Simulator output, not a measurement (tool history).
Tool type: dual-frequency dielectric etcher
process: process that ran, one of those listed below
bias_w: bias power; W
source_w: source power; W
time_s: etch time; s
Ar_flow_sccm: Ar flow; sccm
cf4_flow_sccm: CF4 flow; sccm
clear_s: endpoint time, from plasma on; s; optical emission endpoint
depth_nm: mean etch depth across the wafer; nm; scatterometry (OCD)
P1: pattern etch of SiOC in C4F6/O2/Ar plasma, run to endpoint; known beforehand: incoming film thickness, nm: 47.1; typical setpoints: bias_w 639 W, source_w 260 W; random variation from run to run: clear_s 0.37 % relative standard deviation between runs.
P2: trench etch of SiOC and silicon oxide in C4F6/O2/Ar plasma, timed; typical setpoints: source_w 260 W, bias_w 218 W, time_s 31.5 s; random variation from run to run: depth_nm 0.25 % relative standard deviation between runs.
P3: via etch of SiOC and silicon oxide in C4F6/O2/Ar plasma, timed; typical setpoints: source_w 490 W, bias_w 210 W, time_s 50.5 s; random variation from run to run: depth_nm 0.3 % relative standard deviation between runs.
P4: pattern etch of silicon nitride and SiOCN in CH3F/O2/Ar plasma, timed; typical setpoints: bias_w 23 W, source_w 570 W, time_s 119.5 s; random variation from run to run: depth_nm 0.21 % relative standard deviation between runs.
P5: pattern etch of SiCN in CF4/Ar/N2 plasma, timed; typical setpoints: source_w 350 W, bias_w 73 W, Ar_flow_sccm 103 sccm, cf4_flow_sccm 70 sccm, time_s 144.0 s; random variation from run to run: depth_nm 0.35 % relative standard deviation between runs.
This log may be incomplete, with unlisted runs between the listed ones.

| run | hour | process | bias_w | source_w | time_s | Ar_flow_sccm | cf4_flow_sccm | hours since the last wet clean | hours since the last bias power generator calibration | hours since the last source power generator calibration | clear_s | depth_nm |
|---|---|---|---|---|---|---|---|---|---|---|---|---|
| 1 | 11.2 | P1 | 639 | 260 |  |  |  | 171.4 | 3034.5 | 1807.5 | 16.993 |  |
| 2 | 22.4 | P4 | 23 | 800 | 119.5 |  |  | 182.6 | 3045.7 | 1818.7 |  | 21.271 |
| 3 | 29.6 | P5 | 73 | 350 | 144.0 | 103 | 70 | 189.8 | 3052.9 | 1825.9 |  | 97.790 |
| 4 | 38.7 | P5 | 73 | 350 | 144.0 | 82 | 70 | 198.9 | 3062.0 | 1835.0 |  | 101.050 |
| 5 | 52.6 | P2 | 218 | 310 | 31.5 |  |  | 212.8 | 3075.9 | 1848.9 |  | 61.038 |
| 6 | 61.6 | P1 | 639 | 260 |  |  |  | 221.8 | 3084.9 | 1857.9 | 16.850 |  |
| 7 | 69.4 | P3 | 210 | 490 | 68.0 |  |  | 229.6 | 3092.7 | 1865.7 |  | 86.815 |
| 8 | 84.0 | P1 | 639 | 160 |  |  |  | 244.2 | 3107.3 | 1880.3 | 20.079 |  |
| 9 | 94.7 | P1 | 639 | 340 |  |  |  | 254.9 | 3118.0 | 1891.0 | 15.409 |  |
| 10 | 105.1 | P1 | 896 | 260 |  |  |  | 265.3 | 3128.4 | 1901.4 | 14.599 |  |
| 11 | 118.7 | P2 | 218 | 260 | 31.5 |  |  | 278.9 | 3142.0 | 1915.0 |  | 57.013 |
| 12 | 130.7 | P2 | 130 | 260 | 31.5 |  |  | 290.9 | 3154.0 | 1927.0 |  | 48.244 |
| 13 | 143.7 | P3 | 210 | 490 | 50.5 |  |  | 303.9 | 3167.0 | 1940.0 |  | 64.164 |
| 14 | 154.2 | P1 | 639 | 260 |  |  |  | 314.4 | 3177.5 | 1950.5 | 16.861 |  |
| 15 | 161.2 | P1 | 639 | 260 |  |  |  | 321.4 | 3184.5 | 1957.5 | 16.916 |  |
| 16 | 168.1 | P3 | 273 | 490 | 50.5 |  |  | 328.3 | 3191.4 | 1964.4 |  | 70.451 |
| 17 | 178.1 | P3 | 210 | 320 | 50.5 |  |  | 338.3 | 3201.4 | 1974.4 |  | 54.583 |
| 18 | 191.5 | P4 | 16 | 570 | 119.5 |  |  | 351.7 | 3214.8 | 1987.8 |  | 16.162 |
| 19 | 203.6 | P1 | 639 | 260 |  |  |  | 363.8 | 3226.9 | 1999.9 | 16.809 |  |
| 20 | 217.9 | P2 | 218 | 260 | 31.5 |  |  | 378.1 | 3241.2 | 2014.2 |  | 56.835 |
| 21 | 226.8 | P5 | 73 | 350 | 112.0 | 103 | 70 | 387.0 | 3250.1 | 2023.1 |  | 75.955 |
| 22 | 240.4 | P1 | 375 | 260 |  |  |  | 400.6 | 3263.7 | 2036.7 | 20.568 |  |
| 23 | 247.1 | P3 | 210 | 490 | 50.5 |  |  | 407.3 | 3270.4 | 2043.4 |  | 63.986 |
| 24 | 258.3 | P5 | 73 | 210 | 144.0 | 103 | 70 | 418.5 | 3281.6 | 2054.6 |  | 62.671 |
| 25 | 271.7 | P1 | 516 | 210 |  |  |  | 431.9 | 3295.0 | 2068.0 | 19.799 |  |
| 26 | 284.0 | P1 | 756 | 300 |  |  |  | 444.2 | 3307.3 | 2080.3 | 14.948 |  |
| 27 | 297.4 | P2 | 218 | 260 | 47.0 |  |  | 457.6 | 3320.7 | 2093.7 |  | 84.839 |
| 28 | 304.9 | P4 | 23 | 570 | 119.5 |  |  | 465.1 | 3328.2 | 2101.2 |  | 18.848 |
| 29 | 316.9 | P5 | 57 | 350 | 144.0 | 103 | 70 | 477.1 | 3340.2 | 2113.2 |  | 90.534 |
| 30 | 326.9 | P4 | 23 | 570 | 150.5 |  |  | 487.1 | 3350.2 | 2123.2 |  | 23.622 |
| 31 | 338.0 | P5 | 73 | 350 | 144.0 | 103 | 85 | 498.2 | 3361.3 | 2134.3 |  | 99.868 |
| 32 | 346.4 | P1 | 639 | 260 |  |  |  | 506.6 | 3369.7 | 2142.7 | 16.837 |  |
| 33 | 358.8 | P1 | 639 | 260 |  |  |  | 519.0 | 3382.1 | 2155.1 | 16.907 |  |
| 34 | 368.0 | P1 | 639 | 260 |  |  |  | 528.2 | 3391.3 | 2164.3 | 17.019 |  |
| 35 | 381.2 | P1 | 639 | 260 |  |  |  | 541.4 | 3404.5 | 2177.5 | 17.075 |  |
| 36 | 389.5 | P1 | 639 | 260 |  |  |  | 549.7 | 3412.8 | 2185.8 | 17.094 |  |
| 37 | 397.8 | P1 | 639 | 260 |  |  |  | 558.0 | 3421.1 | 2194.1 | 17.108 |  |
|  | 406.2 | wet clean of the chamber |
| 38 | 406.2 | P1 | 639 | 260 |  |  |  | 0.0 | 3429.5 | 2202.5 | 17.212 |  |

The next listed run, before its measurement:
| 39 | 416.1 | P1 | 639 | 260 |  |  |  | 9.9 | 3439.4 | 2212.4 | ? |  |

Run 39 measured clear_s 17.166 s.

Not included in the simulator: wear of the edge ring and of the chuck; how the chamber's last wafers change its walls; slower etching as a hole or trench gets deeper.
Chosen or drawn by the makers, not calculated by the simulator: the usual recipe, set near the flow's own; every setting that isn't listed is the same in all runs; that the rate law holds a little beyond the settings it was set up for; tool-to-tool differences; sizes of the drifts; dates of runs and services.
